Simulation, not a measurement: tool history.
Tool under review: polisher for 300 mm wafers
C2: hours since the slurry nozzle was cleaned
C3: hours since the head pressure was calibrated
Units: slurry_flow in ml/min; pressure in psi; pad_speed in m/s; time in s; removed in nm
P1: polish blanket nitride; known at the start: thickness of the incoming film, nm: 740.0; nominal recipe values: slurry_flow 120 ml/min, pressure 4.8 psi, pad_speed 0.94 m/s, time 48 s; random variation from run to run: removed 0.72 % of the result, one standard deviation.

run 1 hour=4.7 | slurry_flow=120 pressure=4.8 pad_speed=0.94 time=48 | wafers_polished_on_this_pad=389 C2=389.1 C3=235.0 | removed=95.339
run 2 hour=9.6 | slurry_flow=120 pressure=2.2 pad_speed=0.94 time=48 | wafers_polished_on_this_pad=458 C2=394.0 C3=239.9 | removed=42.902
run 3 hour=14.5 | slurry_flow=120 pressure=4.8 pad_speed=0.94 time=48 | wafers_polished_on_this_pad=526 C2=398.9 C3=244.8 | removed=94.765
run 4 hour=19.3 | slurry_flow=120 pressure=6.4 pad_speed=0.94 time=48 | wafers_polished_on_this_pad=593 C2=403.7 C3=249.6 | removed=125.900
run 5 hour=24.8 | slurry_flow=120 pressure=4.8 pad_speed=0.94 time=48 | wafers_polished_on_this_pad=670 C2=409.2 C3=255.1 | removed=94.844
run 6 hour=28.2 | slurry_flow=120 pressure=4.8 pad_speed=1.44 time=48 | wafers_polished_on_this_pad=718 C2=412.6 C3=258.5 | removed=132.800
run 7 hour=32.1 | slurry_flow=120 pressure=4.8 pad_speed=0.94 time=48 | wafers_polished_on_this_pad=772 C2=416.5 C3=262.4 | removed=95.386
run 8 hour=36.9 | slurry_flow=120 pressure=4.8 pad_speed=0.94 time=28 | wafers_polished_on_this_pad=839 C2=421.3 C3=267.2 | removed=54.868
run 9 hour=40.9 | slurry_flow=180 pressure=4.8 pad_speed=0.94 time=48 | wafers_polished_on_this_pad=895 C2=425.3 C3=271.2 | removed=102.250
run 10 hour=43.8 | slurry_flow=120 pressure=4.8 pad_speed=0.94 time=75 | wafers_polished_on_this_pad=935 C2=428.2 C3=274.1 | removed=149.000
run 11 hour=48.6 | slurry_flow=80 pressure=4.8 pad_speed=0.94 time=48 | wafers_polished_on_this_pad=1003 C2=433.0 C3=278.9 | removed=86.223
run 12 hour=51.7 | slurry_flow=120 pressure=4.8 pad_speed=0.94 time=48 | wafers_polished_on_this_pad=1046 C2=436.1 C3=282.0 | removed=94.875
run 13 hour=54.9 | slurry_flow=180 pressure=4.8 pad_speed=0.94 time=36 | wafers_polished_on_this_pad=1091 C2=439.3 C3=285.2 | removed=76.096
run 14 hour=58.8 | slurry_flow=120 pressure=4.8 pad_speed=0.56 time=48 | wafers_polished_on_this_pad=1145 C2=443.2 C3=289.1 | removed=62.000
run 15 hour=62.9 | slurry_flow=120 pressure=4.8 pad_speed=0.94 time=48 | wafers_polished_on_this_pad=1202 C2=447.3 C3=293.2 | removed=93.954

Run 16 is up next; what results do you expect?
run 16 hour=66.6 | slurry_flow=120 pressure=4.8 pad_speed=0.94 time=48 | wafers_polished_on_this_pad=1254 C2=451.0 C3=296.9 | removed=?

removed: 93.892 nm
